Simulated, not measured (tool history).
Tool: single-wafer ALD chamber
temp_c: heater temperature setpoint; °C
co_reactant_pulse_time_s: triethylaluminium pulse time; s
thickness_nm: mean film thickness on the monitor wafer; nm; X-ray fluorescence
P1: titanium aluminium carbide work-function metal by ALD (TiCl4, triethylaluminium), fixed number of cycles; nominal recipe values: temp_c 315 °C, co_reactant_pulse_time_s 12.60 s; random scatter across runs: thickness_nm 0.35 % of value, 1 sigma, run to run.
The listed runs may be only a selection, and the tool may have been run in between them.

| run | hour | temp_c | co_reactant_pulse_time_s | thickness_nm |
|---|---|---|---|---|
| 1 | 9.6 | 315 | 12.60 | 2.2270 |
| 2 | 16.9 | 315 | 12.60 | 2.2076 |
| 3 | 25.9 | 299 | 4.72 | 1.6935 |
| 4 | 34.1 | 315 | 18.63 | 2.2483 |
| 5 | 45.3 | 315 | 12.60 | 2.2261 |
| 6 | 52.9 | 315 | 5.41 | 1.9254 |
| 7 | 62.7 | 301 | 17.34 | 2.1227 |
| 8 | 73.5 | 315 | 12.60 | 2.2238 |
| 9 | 82.3 | 291 | 12.60 | 2.0133 |
| 10 | 92.4 | 315 | 12.60 | 2.2386 |
| 11 | 98.1 | 315 | 12.60 | 2.2313 |
| 12 | 108.0 | 329 | 12.60 | 2.3602 |
| 13 | 116.3 | 315 | 12.60 | 2.2138 |
| 14 | 122.4 | 315 | 12.60 | 2.2217 |
| 15 | 129.7 | 315 | 12.60 | 2.2076 |
| 16 | 141.3 | 315 | 12.60 | 2.1991 |
| 17 | 148.0 | 315 | 12.60 | 2.2016 |
| 18 | 158.3 | 315 | 12.60 | 2.1887 |

What will run 19 give?
| 19 | 167.5 | 315 | 12.60 | ? |

thickness_nm: 2.1880 nm
